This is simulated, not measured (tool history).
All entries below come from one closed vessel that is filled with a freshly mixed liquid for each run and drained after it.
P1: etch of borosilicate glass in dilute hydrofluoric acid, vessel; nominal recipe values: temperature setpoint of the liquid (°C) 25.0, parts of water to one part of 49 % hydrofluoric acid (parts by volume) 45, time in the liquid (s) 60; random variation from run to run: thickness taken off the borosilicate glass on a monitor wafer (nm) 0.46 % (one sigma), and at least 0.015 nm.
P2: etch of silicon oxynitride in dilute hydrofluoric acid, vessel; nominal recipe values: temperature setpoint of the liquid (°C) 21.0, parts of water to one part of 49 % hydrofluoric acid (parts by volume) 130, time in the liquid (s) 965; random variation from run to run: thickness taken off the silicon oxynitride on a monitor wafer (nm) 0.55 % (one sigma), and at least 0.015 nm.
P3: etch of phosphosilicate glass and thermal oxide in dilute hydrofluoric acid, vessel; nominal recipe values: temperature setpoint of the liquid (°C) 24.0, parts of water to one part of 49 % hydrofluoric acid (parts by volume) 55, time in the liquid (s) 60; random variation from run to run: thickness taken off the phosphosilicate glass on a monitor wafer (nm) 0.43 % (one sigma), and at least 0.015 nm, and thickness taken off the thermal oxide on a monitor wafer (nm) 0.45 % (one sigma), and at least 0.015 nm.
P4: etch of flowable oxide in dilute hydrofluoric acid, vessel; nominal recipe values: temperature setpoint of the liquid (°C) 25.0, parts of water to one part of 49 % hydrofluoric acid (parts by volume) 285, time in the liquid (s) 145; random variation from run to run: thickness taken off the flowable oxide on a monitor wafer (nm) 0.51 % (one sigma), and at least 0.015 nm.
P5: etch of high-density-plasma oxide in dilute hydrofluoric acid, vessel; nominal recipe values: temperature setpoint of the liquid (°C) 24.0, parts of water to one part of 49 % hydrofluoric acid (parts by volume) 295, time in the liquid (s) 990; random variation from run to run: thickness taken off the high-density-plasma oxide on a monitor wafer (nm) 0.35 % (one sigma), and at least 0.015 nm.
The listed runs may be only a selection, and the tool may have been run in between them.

run,hour,process that ran,temperature setpoint of the liquid (°C),parts of water to one part of 49 % hydrofluoric acid (parts by volume),time in the liquid (s),hours since the thermometer was replaced,hours since the hydrofluoric acid flow meter was replaced,thickness taken off the borosilicate glass on a monitor wafer (nm),thickness taken off the flowable oxide on a monitor wafer (nm),thickness taken off the silicon oxynitride on a monitor wafer (nm),thickness taken off the high-density-plasma oxide on a monitor wafer (nm),thickness taken off the phosphosilicate glass on a monitor wafer (nm),thickness taken off the thermal oxide on a monitor wafer (nm)
1,10.4,P1,25.0,45,60,492.3,418.9,53.811,,,,,
2,16.3,P4,33.0,285,145,498.2,424.8,,16.3370,,,,
3,26.0,P4,25.0,285,145,507.9,434.5,,12.5790,,,,
4,32.3,P4,25.0,285,145,514.2,440.8,,12.5630,,,,
5,42.2,P2,21.0,130,965,524.1,450.7,,,27.732,,,
6,48.1,P2,21.0,130,1795,530.0,456.6,,,50.453,,,
7,54.6,P2,29.0,130,965,536.5,463.1,,,39.265,,,
8,61.5,P1,25.0,65,105,543.4,470.0,63.135,,,,,
9,68.8,P5,24.0,295,90,550.7,477.3,,,,1.4562,,
10,78.4,P1,33.0,45,60,560.3,486.9,73.705,,,,,
11,86.4,P5,24.0,295,990,568.3,494.9,,,,15.9930,,
12,96.5,P1,25.0,45,30,578.4,505.0,26.886,,,,,
13,104.9,P1,25.0,65,60,586.8,513.4,36.252,,,,,
14,114.6,P5,24.0,60,990,596.5,523.1,,,,102.5300,,
15,121.2,P1,21.0,45,60,603.1,529.7,45.689,,,,,
16,126.7,P1,25.0,45,60,608.6,535.2,53.196,,,,,
17,136.3,P1,25.0,45,60,618.2,544.8,53.229,,,,,
18,144.1,P1,25.0,45,60,626.0,552.6,53.292,,,,,
19,152.6,P1,25.0,45,95,634.5,561.1,85.206,,,,,
20,157.6,P3,24.0,55,30,639.5,566.1,,,,,102.73,2.7826
21,164.4,P4,25.0,430,145,646.3,572.9,,7.2011,,,,
22,170.7,P1,25.0,45,60,652.6,579.2,53.496,,,,,
23,177.4,P1,25.0,20,60,659.3,585.9,125.690,,,,,
24,184.6,P1,19.5,70,60,666.5,593.1,26.471,,,,,
25,189.5,P3,24.0,55,60,671.4,598.0,,,,,206.05,5.6062
26,194.7,P4,25.0,285,285,676.6,603.2,,24.7790,,,,
27,203.4,P5,17.0,295,990,685.3,611.9,,,,12.3680,,
28,208.3,P2,21.0,225,965,690.2,616.8,,,14.835,,,
29,218.8,P1,25.0,45,60,700.7,627.3,53.718,,,,,
30,228.5,P2,21.0,130,965,710.4,637.0,,,27.663,,,
31,237.0,P3,24.0,100,60,718.9,645.5,,,,,106.99,2.9307
32,246.9,P3,29.5,55,60,728.8,655.4,,,,,256.49,6.9282
33,254.9,P1,25.0,45,60,736.8,663.4,53.979,,,,,
34,263.8,P1,25.0,45,60,745.7,672.3,55.789,,,,,
35,274.3,P1,25.0,45,60,756.2,682.8,57.420,,,,,
36,284.3,P1,25.0,45,60,766.2,692.8,57.976,,,,,
37,290.1,P1,25.0,45,60,772.0,698.6,58.422,,,,,
38,297.3,P1,25.0,45,60,779.2,705.8,58.418,,,,,
39,308.3,P1,25.0,45,60,790.2,716.8,58.115,,,,,
40,314.2,P1,25.0,45,60,796.1,722.7,59.261,,,,,
41,319.8,P1,25.0,45,60,801.7,728.3,58.912,,,,,

The output of P1 has drifted from where it used to be. Each of the 2 causes below, taken at the size shown beside it, accounts for the log equally well:
A: hydrofluoric acid flow above the setpoint (%) = 9.58
B: liquid hotter than its thermometer reads (K) = 2.39
Onset of the creep was near hour 254.9.

Of the 4 check runs listed below, each run on one wafer and each result written as a question mark, which would let you distinguish the listed causes because they would give clearly different results?
check 1,325.4,P3,24.0,80,30,,,,,,,?,?
check 2,325.4,P5,24.0,80,990,,,,,,?,,
check 3,325.4,P4,32.0,285,255,,,,?,,,,
check 4,325.4,P2,28.0,180,965,,,,,?,,,

Predicted outcomes, by check and by cause:
check,result,if A,if B
check 1,thickness taken off the phosphosilicate glass on a monitor wafer (nm),75.936,75.540
check 1,thickness taken off the thermal oxide on a monitor wafer (nm),2.0597,2.0490
check 2,thickness taken off the high-density-plasma oxide on a monitor wafer (nm),82.8540,82.4220
check 3,thickness taken off the flowable oxide on a monitor wafer (nm),31.3580,29.9440
check 4,thickness taken off the silicon oxynitride on a monitor wafer (nm),29.100,29.011
How far apart the two closest causes lie, in the result that separates them most: check 1 0.52 %; check 2 0.52 %; check 3 4.61 %; check 4 0.31 %
Only in check 3 would the causes give clearly different results; in the remaining checks their results would be nearly the same.

After running check 3, the following was obtained: thickness taken off the flowable oxide on a monitor wafer (nm) 29.9100. Which cause does this point to?

B is the cause: liquid hotter than its thermometer reads (K).
